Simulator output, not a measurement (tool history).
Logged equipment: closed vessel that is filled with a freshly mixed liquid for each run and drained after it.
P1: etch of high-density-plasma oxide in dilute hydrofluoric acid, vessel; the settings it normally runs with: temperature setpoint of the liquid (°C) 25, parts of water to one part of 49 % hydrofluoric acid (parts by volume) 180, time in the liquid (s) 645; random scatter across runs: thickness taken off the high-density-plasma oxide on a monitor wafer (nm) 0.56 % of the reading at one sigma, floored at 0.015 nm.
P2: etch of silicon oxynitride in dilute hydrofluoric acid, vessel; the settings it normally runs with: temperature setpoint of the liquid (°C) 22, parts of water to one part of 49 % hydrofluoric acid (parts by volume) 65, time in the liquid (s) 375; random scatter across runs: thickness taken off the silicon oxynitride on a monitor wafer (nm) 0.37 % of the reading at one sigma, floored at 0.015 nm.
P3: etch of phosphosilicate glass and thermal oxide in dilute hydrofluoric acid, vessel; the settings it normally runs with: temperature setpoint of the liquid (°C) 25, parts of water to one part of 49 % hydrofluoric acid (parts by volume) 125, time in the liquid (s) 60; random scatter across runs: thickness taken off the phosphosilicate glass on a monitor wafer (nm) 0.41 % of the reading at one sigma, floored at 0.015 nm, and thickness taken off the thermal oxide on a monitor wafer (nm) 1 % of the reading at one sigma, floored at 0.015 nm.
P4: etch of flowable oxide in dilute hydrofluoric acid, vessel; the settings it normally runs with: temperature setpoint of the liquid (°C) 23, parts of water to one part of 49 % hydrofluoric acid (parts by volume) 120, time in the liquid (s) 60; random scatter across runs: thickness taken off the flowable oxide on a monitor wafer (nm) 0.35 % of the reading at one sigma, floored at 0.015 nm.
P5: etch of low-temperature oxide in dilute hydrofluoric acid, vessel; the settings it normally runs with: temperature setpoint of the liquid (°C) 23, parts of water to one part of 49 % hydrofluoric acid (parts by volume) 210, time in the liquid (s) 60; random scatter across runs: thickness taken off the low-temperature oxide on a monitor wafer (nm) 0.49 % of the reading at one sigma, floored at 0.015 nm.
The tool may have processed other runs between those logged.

run	hour	process that ran	temperature setpoint of the liquid (°C)	parts of water to one part of 49 % hydrofluoric acid (parts by volume)	time in the liquid (s)	thickness taken off the high-density-plasma oxide on a monitor wafer (nm)	thickness taken off the silicon oxynitride on a monitor wafer (nm)	thickness taken off the low-temperature oxide on a monitor wafer (nm)	thickness taken off the flowable oxide on a monitor wafer (nm)	thickness taken off the phosphosilicate glass on a monitor wafer (nm)	thickness taken off the thermal oxide on a monitor wafer (nm)
1	15	P1	25	180	645	17.473					
2	30.5	P2	17	65	375		11.522				
3	49.4	P1	25	180	645	17.463					
4	61.8	P1	25	70	645	51.411					
5	74.6	P2	22	65	375		14.8				
6	93.5	P5	23	210	60			6.3726			
7	104.4	P1	25	180	215	5.8333					
8	121.1	P4	23	35	60				78.128		
9	136.5	P2	22	65	375		14.732				
10	154.7	P3	25	125	60					37.985	2.3301
11	164.3	P5	23	210	95			10.086			
12	175.8	P1	25	70	1065	84.934					
13	192.6	P3	18.5	125	60					29.522	1.8754
14	208	P1	25	180	1225	33.156					
15	218.3	P1	21.5	290	645	8.5088					
16	234.3	P4	23	120	95				32.423		
17	253	P1	17	105	645	23.937					
18	266.2	P3	25	175	60					25.63	1.6498
19	282.7	P4	23	120	60				20.488		
20	301.3	P2	22	100	375		9.3366				
21	313.8	P1	25	180	645	17.438					
22	330.9	P4	23	120	60				20.519		
23	340.2	P1	25	180	645	17.454					
24	354.8	P1	25	310	645	8.8892					
25	367	P2	22	65	125		4.8735				
26	375.5	P3	25	125	105					66.831	4.1896
27	392.5	P1	28.5	180	645	19.789					
28	409.3	P1	17.5	180	645	13.075					

What will run 29 give?
29	428.1	P3	25	125	60					?	?

Run 29 gave thickness taken off the phosphosilicate glass on a monitor wafer (nm) 38.145, thickness taken off the thermal oxide on a monitor wafer (nm) 2.4468.

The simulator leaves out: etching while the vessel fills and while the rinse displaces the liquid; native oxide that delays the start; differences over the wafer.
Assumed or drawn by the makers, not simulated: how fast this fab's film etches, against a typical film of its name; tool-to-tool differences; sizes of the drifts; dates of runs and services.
